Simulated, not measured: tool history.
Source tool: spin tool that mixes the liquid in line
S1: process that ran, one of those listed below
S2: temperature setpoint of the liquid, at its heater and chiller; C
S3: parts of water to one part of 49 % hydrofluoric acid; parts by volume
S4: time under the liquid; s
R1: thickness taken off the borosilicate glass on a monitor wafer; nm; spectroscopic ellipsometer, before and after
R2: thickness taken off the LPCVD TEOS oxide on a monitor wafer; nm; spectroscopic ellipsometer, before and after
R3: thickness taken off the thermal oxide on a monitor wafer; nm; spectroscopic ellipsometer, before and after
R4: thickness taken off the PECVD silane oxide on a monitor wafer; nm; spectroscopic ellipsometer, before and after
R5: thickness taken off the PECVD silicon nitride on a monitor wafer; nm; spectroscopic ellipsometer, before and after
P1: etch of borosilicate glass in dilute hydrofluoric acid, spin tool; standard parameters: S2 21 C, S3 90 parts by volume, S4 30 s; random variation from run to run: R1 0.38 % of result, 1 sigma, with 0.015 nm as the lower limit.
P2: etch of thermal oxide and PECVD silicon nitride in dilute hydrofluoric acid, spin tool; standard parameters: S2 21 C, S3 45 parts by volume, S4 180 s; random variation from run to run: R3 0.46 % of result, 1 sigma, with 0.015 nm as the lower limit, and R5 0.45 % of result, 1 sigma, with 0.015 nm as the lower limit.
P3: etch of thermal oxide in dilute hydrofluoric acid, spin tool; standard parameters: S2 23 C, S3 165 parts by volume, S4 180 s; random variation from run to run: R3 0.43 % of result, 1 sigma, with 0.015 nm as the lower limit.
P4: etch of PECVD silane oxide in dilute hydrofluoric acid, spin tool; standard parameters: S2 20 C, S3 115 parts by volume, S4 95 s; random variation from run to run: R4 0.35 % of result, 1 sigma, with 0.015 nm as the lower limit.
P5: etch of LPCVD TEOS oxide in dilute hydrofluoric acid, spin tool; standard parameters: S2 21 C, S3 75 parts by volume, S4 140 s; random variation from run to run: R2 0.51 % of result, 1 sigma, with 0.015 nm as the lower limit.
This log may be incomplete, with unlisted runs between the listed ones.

run	hour	S1	S2	S3	S4	R1	R2	R3	R4	R5
1	3.2	P1	21	90	30	9.4135				
2	6.3	P5	21	75	255		51.565			
3	10.8	P3	23	165	15			0.4121		
4	13.2	P4	20	115	95				29.068	
5	15.5	P1	21	90	30	9.3742				
6	17.8	P3	30	165	180			6.248		
7	20.7	P3	23	165	180			4.8293		
8	23.6	P1	21	90	55	17.176				
9	27.9	P2	21	75	180			10.819		3.3562
10	32.5	P4	17	115	95				25.741	
11	36.8	P1	21	90	15	4.6761				
12	41.6	P1	17	155	30	4.2884				
13	44.2	P5	29	75	140		38.959			
14	48.4	P1	21	90	30	9.3625				
15	51.8	P2	17	45	180			15.823		4.1387
16	55.3	P1	21	135	30	5.9664				
17	58.7	P1	29.5	90	30	13.109				
18	62.1	P2	21	45	180			18.769		5.4642
19	65.3	P5	21	135	140		14.655			
20	68.3	P1	21	90	30	9.3018				
21	71.4	P4	20	115	175				53.639	
22	73.7	P3	23	290	180			2.4213		
23	75.9	P2	21	45	360			37.498		10.865

Predict the results of run 24:
24	79.3	P4	20	190	95				?	

{"run 24": {"R4": 16.328}}
